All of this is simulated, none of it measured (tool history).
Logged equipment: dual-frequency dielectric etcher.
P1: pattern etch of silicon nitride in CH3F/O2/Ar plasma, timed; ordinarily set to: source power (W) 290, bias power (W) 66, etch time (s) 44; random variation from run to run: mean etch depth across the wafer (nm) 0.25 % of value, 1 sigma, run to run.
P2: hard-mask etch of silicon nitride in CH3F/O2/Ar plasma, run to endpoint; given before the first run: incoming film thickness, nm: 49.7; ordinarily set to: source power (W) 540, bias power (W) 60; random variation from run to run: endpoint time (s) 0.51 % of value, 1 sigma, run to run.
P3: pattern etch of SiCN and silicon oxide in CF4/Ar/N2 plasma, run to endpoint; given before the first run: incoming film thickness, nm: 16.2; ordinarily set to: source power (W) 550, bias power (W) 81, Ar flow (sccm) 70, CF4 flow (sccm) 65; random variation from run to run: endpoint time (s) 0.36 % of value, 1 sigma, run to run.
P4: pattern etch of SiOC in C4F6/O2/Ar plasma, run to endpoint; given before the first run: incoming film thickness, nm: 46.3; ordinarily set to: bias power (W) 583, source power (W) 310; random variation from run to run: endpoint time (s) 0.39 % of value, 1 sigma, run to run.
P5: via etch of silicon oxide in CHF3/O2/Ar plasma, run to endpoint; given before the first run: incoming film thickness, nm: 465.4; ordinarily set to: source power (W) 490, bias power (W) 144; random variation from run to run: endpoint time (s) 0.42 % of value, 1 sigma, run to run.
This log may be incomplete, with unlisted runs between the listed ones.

run,hour,process that ran,source power (W),bias power (W),etch time (s),Ar flow (sccm),CF4 flow (sccm),hours since the last wet clean,hours since the last source power generator calibration,hours since the last bias power generator calibration,mean etch depth across the wafer (nm),endpoint time (s)
1,8.6,P1,290,66,44,,,268.1,1343.7,1568.3,27.057,
2,14.7,P1,290,45,25.5,,,274.2,1349.8,1574.4,13.765,
3,23.8,P4,310,715,,,,283.3,1358.9,1583.5,,15.265
4,32.2,P2,540,41,,,,291.7,1367.3,1591.9,,76.31
5,36.9,P1,290,66,31.5,,,296.4,1372,1596.6,19.368,
6,45.9,P2,540,60,,,,305.4,1381,1605.6,,67.755
7,53.8,P1,290,66,44,,,313.3,1388.9,1613.5,27.185,
8,64.1,P1,370,66,44,,,323.6,1399.2,1623.8,29.564,
9,71.7,P3,550,81,,70,50,331.2,1406.8,1631.4,,15.106
10,77.5,P5,490,106,,,,337,1412.6,1637.2,,298.83
11,88.1,P2,330,60,,,,347.6,1423.2,1647.8,,81.723
12,93.3,P1,380,83,44,,,352.8,1428.4,1653,32.463,
13,99.5,P1,230,66,44,,,359,1434.6,1659.2,24.879,
14,106.9,P3,550,81,,70,65,366.4,1442,1666.6,,14.515
15,112.8,P1,290,52,44,,,372.3,1447.9,1672.5,24.922,
16,118.7,P5,490,144,,,,378.2,1453.8,1678.4,,271.62
# hour 124.9: bias power generator calibrated
17,125.4,P1,290,66,44,,,384.9,1460.5,0.5,26.967,
18,134.1,P5,650,144,,,,393.6,1469.2,9.2,,245.22
19,139,P3,550,60,,70,65,398.5,1474.1,14.1,,16.015
20,146.7,P1,290,66,44,,,406.2,1481.8,21.8,26.875,
21,155.3,P3,720,81,,70,65,414.8,1490.4,30.4,,11.472
22,160,P4,190,583,,,,419.5,1495.1,35.1,,19.901
23,169.9,P1,290,66,44,,,429.4,1505,45,27.035,
24,176.8,P1,290,66,44,,,436.3,1511.9,51.9,27.202,
25,186.8,P1,290,85,44,,,446.3,1521.9,61.9,29.594,
26,194.9,P2,540,60,,,,454.4,1530,70,,67.287
27,203,P5,490,144,,,,462.5,1538.1,78.1,,270.69
28,212.2,P1,290,66,54,,,471.7,1547.3,87.3,33.207,
29,218.2,P3,550,81,,46,65,477.7,1553.3,93.3,,13.872
30,224.5,P4,310,583,,,,484,1559.6,99.6,,16.605
31,234.1,P1,290,44,27,,,493.6,1569.2,109.2,14.472,
32,239.4,P3,550,81,,70,65,498.9,1574.5,114.5,,14.526
33,247.3,P1,290,66,44,,,506.8,1582.4,122.4,27.066,
34,255.4,P1,290,66,44,,,514.9,1590.5,130.5,27.081,
35,260.7,P1,290,66,44,,,520.2,1595.8,135.8,27.097,
36,270.3,P1,290,66,44,,,529.8,1605.4,145.4,27.313,
37,276.8,P1,290,66,44,,,536.3,1611.9,151.9,27.307,
# hour 279.1: wet clean of the chamber
38,284.3,P1,290,66,44,,,5.2,1619.4,159.4,27.264,
39,294.1,P1,290,66,44,,,15,1629.2,169.2,27.38,
40,303.4,P1,290,66,44,,,24.3,1638.5,178.5,27.504,
41,310.5,P1,290,66,44,,,31.4,1645.6,185.6,27.285,
42,320.4,P1,290,66,44,,,41.3,1655.5,195.5,27.468,

What P1 gives has crept away from where it was. These 2 causes fit the log equally well, each at the size given:
A: source power that arrives over what is set, % = 3.94
B: bias power that arrives over what is set, % = 4.32
Creep in the process output first set in at about hour 255.4.
Excluded causes, each with its reason:
chamber walls in a state that raises the etch rate, %: maintenance at hour 279.1, after the shift began, did not return the process to its former output

Which of the 4 check runs listed below, each an average over 2 wafers with its results shown as question marks, gives clearly different results under the different listed causes?
check 1,330.3,P3,550,81,,70,65,,,,,?
check 2,330.3,P2,540,60,,,,,,,,?
check 3,330.3,P4,310,583,,,,,,,,?
check 4,330.3,P5,490,144,,,,,,,,?

Expected result of each check under each candidate cause:
check,result,if A,if B
check 1,endpoint time (s),14.102,14.392
check 2,endpoint time (s),66.554,66.646
check 3,endpoint time (s),16.35,16.313
check 4,endpoint time (s),268.31,268.6
Gap, in per cent, between the two causes that each check separates least, read from the result that separates them most: check 1 2.03 %; check 2 0.14 %; check 3 0.22 %; check 4 0.11 %
Only in check 1 would the causes give clearly different results; in the remaining checks their results would be nearly the same.

The results of check 1 are: endpoint time (s) 14.113. Based on these, which of the listed causes is it?

It is A: source power that arrives over what is set, %.

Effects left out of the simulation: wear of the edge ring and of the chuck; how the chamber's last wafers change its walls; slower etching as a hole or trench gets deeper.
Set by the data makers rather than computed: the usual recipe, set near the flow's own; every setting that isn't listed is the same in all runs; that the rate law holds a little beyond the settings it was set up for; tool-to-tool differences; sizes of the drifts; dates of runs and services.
